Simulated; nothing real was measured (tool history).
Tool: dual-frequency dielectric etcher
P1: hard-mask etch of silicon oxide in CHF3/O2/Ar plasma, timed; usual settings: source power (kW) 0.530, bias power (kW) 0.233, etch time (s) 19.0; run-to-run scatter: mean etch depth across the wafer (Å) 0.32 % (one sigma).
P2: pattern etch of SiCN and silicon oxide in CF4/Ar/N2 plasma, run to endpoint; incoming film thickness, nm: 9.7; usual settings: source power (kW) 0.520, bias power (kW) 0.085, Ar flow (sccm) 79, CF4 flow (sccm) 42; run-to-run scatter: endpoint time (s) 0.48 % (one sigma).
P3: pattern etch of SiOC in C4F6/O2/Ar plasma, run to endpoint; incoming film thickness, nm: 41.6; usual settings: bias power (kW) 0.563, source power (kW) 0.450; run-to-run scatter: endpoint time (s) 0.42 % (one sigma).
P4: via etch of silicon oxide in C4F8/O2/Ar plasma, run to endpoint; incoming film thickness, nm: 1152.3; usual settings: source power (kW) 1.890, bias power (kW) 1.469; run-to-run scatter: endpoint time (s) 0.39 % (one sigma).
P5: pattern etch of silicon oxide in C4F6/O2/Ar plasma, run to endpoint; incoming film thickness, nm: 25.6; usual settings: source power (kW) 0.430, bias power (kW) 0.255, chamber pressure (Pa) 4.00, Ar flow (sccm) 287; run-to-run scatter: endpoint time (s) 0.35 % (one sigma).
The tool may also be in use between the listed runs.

run	day	process that ran	source power (kW)	bias power (kW)	etch time (s)	Ar flow (sccm)	CF4 flow (sccm)	chamber pressure (Pa)	hours since the last wet clean	hours since the last source power generator calibration	hours since the last bias power generator calibration	mean etch depth across the wafer (Å)	endpoint time (s)
1	0.617	P1	0.530	0.233	19.0				395.3	1651.1	942.4	400.80	
2	1.183	P3	0.450	0.338					408.9	1664.7	956.0		15.8740
3	1.604	P1	0.730	0.233	11.5				419.0	1674.8	966.1	272.28	
4	2.133	P4	1.890	1.469					431.7	1687.5	978.8		257.9600
5	2.554	P2	0.370	0.085		79	42		441.8	1697.6	988.9		13.3800
6	3.158	P5	0.590	0.255		287		4.00	456.3	1712.1	1003.4		6.2131
7	3.629	P1	0.530	0.233	11.0				467.6	1723.4	1014.7	231.55	
8	4.067	P1	0.530	0.233	19.0				478.1	1733.9	1025.2	398.92	
# day 4.200: wet clean of the chamber
9	4.542	P5	0.430	0.255		287		4.00	8.2	1745.3	1036.6		7.0807
10	4.842	P1	0.530	0.233	19.0				15.4	1752.5	1043.8	401.85	
11	5.238	P5	0.430	0.255		168		4.00	24.9	1762.0	1053.3		6.6790
12	5.625	P1	0.530	0.178	19.0				34.2	1771.3	1062.6	365.26	
# day 5.733: bias power generator calibrated
13	6.192	P4	1.890	1.469					47.8	1784.9	11.1		257.8400
14	6.483	P3	0.450	0.563					54.8	1791.9	18.1		13.1670
15	6.821	P1	0.650	0.233	19.0				62.9	1800.0	26.2	431.83	
16	7.096	P2	0.520	0.085		79	57		69.5	1806.6	32.8		9.4998
17	7.608	P5	0.430	0.255		287		5.53	81.8	1818.9	45.1		7.3308
18	7.962	P4	2.580	1.469					90.3	1827.4	53.6		226.8000
19	8.512	P2	0.520	0.110		79	42		103.5	1840.6	66.8		9.1142
20	8.846	P2	0.520	0.085		64	42		111.5	1848.6	74.8		9.6308
21	9.362	P1	0.530	0.233	19.0				123.9	1861.0	87.2	399.95	
22	9.688	P3	0.310	0.563					131.7	1868.8	95.0		15.0450
23	10.196	P2	0.520	0.085		79	42		143.9	1881.0	107.2		9.9797
24	10.754	P1	0.330	0.233	19.0				157.3	1894.4	120.6	336.35	
25	11.150	P4	1.890	2.058					166.8	1903.9	130.1		234.5300
26	11.442	P5	0.430	0.357		287		4.00	173.8	1910.9	137.1		6.2585
27	11.979	P1	0.530	0.233	25.5				186.7	1923.8	150.0	536.37	
28	12.529	P1	0.530	0.330	19.0				199.9	1937.0	163.2	452.92	
29	12.975	P1	0.530	0.233	19.0				210.6	1947.7	173.9	399.48	
30	13.479	P1	0.530	0.233	19.0				222.7	1959.8	186.0	403.49	
31	13.788	P1	0.530	0.233	19.0				230.1	1967.2	193.4	407.04	
# day 14.325: wet clean of the chamber
32	14.329	P1	0.530	0.233	19.0				0.1	1980.2	206.4	408.43	
33	14.817	P1	0.530	0.233	19.0				11.8	1991.9	218.1	409.21	
34	15.100	P1	0.530	0.233	19.0				18.6	1998.7	224.9	407.96	
35	15.425	P1	0.530	0.233	19.0				26.4	2006.5	232.7	407.17	

What P1 gives has crept away from where it was. These 2 causes fit the log equally well, each at the size given:
A: source power that arrives over what is set, % = 4.63
B: bias power that arrives over what is set, % = 4.88
The creep began at about day 12.975.
Why every other cause is out:
chamber walls in a state that raises the etch rate, %: serviced at day 14.325, which brought nothing back

4 check runs are offered, each on 3 wafers whose results are averaged, their results left as question marks. Which one tells the causes apart?
check 1	15.750	P2	0.520	0.085		79	50						?
check 2	15.750	P5	0.500	0.353		287		4.00					?
check 3	15.750	P3	0.340	0.563									?
check 4	15.750	P4	2.300	1.791									?

What each check would give under each cause:
check	result	if A	if B
check 1	endpoint time (s)	9.2935	9.5093
check 2	endpoint time (s)	5.8477	5.8485
check 3	endpoint time (s)	14.3520	14.3280
check 4	endpoint time (s)	222.1000	223.2200
How far apart the two closest causes lie, in the result that separates them most: check 1 2.3 %; check 2 0.01 %; check 3 0.17 %; check 4 0.5 %
Check 1 tells the causes apart: in the others they would give nearly the same result.

Then check 1 was run and gave: endpoint time (s) 9.5173. Which cause is it?

It is B: bias power that arrives over what is set, %.
